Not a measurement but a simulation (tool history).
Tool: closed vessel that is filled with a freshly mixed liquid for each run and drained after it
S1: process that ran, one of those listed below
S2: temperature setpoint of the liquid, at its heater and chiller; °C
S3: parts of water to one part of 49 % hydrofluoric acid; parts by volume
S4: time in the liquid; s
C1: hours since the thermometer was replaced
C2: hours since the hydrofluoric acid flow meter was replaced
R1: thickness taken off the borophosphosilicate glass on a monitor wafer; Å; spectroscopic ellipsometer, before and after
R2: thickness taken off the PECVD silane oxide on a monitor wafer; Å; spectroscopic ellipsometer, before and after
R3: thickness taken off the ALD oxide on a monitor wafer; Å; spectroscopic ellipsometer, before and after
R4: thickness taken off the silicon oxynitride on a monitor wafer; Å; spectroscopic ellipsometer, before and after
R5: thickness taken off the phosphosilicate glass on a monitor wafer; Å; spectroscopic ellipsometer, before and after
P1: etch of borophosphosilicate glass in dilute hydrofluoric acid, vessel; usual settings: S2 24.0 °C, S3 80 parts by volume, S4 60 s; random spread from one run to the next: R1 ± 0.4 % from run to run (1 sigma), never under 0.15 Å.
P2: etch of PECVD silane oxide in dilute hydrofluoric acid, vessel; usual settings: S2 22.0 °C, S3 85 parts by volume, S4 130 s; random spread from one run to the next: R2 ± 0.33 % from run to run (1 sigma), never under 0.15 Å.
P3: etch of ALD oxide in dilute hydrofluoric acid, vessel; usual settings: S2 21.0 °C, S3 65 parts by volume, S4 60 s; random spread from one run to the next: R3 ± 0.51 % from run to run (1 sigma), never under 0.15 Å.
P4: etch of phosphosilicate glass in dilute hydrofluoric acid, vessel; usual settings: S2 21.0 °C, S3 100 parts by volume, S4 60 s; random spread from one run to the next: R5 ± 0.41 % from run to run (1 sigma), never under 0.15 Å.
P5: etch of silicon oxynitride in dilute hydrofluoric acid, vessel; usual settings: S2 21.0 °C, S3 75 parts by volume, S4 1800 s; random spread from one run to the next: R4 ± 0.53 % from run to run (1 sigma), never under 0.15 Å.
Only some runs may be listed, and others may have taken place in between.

run,day,S1,S2,S3,S4,C1,C2,R1,R2,R3,R4,R5
1,0.529,P1,24.0,80,60,405.1,1163.2,269.48,,,,
2,0.908,P1,24.0,140,60,414.2,1172.3,143.97,,,,
3,1.242,P1,24.0,80,60,422.2,1180.3,268.12,,,,
4,1.592,P2,22.0,85,200,430.6,1188.7,,509.05,,,
5,1.896,P1,24.0,80,60,437.9,1196.0,271.91,,,,
6,2.275,P1,24.0,40,60,447.0,1205.1,569.42,,,,
7,2.838,P2,22.0,85,130,460.5,1218.6,,328.21,,,
8,3.458,P1,28.5,80,60,475.4,1233.5,322.31,,,,
9,3.792,P1,31.5,80,90,483.4,1241.5,541.63,,,,
10,4.329,P2,29.5,85,130,496.3,1254.4,,441.64,,,
11,4.692,P3,21.0,65,110,505.0,1263.1,,,158.040,,
12,5.167,P1,24.0,80,30,516.4,1274.5,134.57,,,,
13,5.454,P5,21.0,75,1800,523.3,1281.4,,,,301.41,
14,6.042,P1,17.0,80,60,537.4,1295.5,202.54,,,,
15,6.667,P3,21.0,65,60,552.4,1310.5,,,86.957,,
16,7.192,P3,29.5,65,60,565.0,1323.1,,,121.070,,
17,7.521,P1,24.0,80,60,572.9,1331.0,270.61,,,,
18,7.917,P1,24.0,80,60,582.4,1340.5,269.95,,,,
19,8.421,P2,22.0,85,130,594.5,1352.6,,329.52,,,
20,8.917,P3,21.0,65,60,606.4,1364.5,,,85.882,,
21,9.212,P4,27.0,100,60,613.5,1371.6,,,,,405.72
22,9.638,P5,21.0,75,3305,623.7,1381.8,,,,547.37,
23,10.142,P1,24.0,80,115,635.8,1393.9,517.95,,,,
# day 10.442: thermometer replaced
24,10.717,P3,21.0,115,60,6.6,1407.7,,,45.562,,
25,11.042,P1,24.0,40,35,14.4,1415.5,332.23,,,,
26,11.529,P4,21.0,100,60,26.1,1427.2,,,,,318.55
27,11.883,P5,27.0,75,1800,34.6,1435.7,,,,401.63,
28,12.467,P4,21.0,100,115,48.6,1449.7,,,,,613.20
# day 12.567: hydrofluoric acid flow meter replaced
29,13.088,P2,22.0,25,130,63.5,12.5,,1212.50,,,
30,13.658,P4,21.0,60,60,77.2,26.2,,,,,558.18
31,13.938,P5,21.0,25,1800,83.9,32.9,,,,933.26,
32,14.225,P1,24.0,80,60,90.8,39.8,271.21,,,,
33,14.846,P1,24.0,80,60,105.7,54.7,271.05,,,,
34,15.254,P1,24.0,80,60,115.5,64.5,269.21,,,,
35,15.842,P1,24.0,80,60,129.6,78.6,258.05,,,,

Run 36, settings as shown, results not yet in. Your forecast:
36,16.450,P1,24.0,80,60,144.2,93.2,?,,,,

{"run 36": {"R1": 252.79}}

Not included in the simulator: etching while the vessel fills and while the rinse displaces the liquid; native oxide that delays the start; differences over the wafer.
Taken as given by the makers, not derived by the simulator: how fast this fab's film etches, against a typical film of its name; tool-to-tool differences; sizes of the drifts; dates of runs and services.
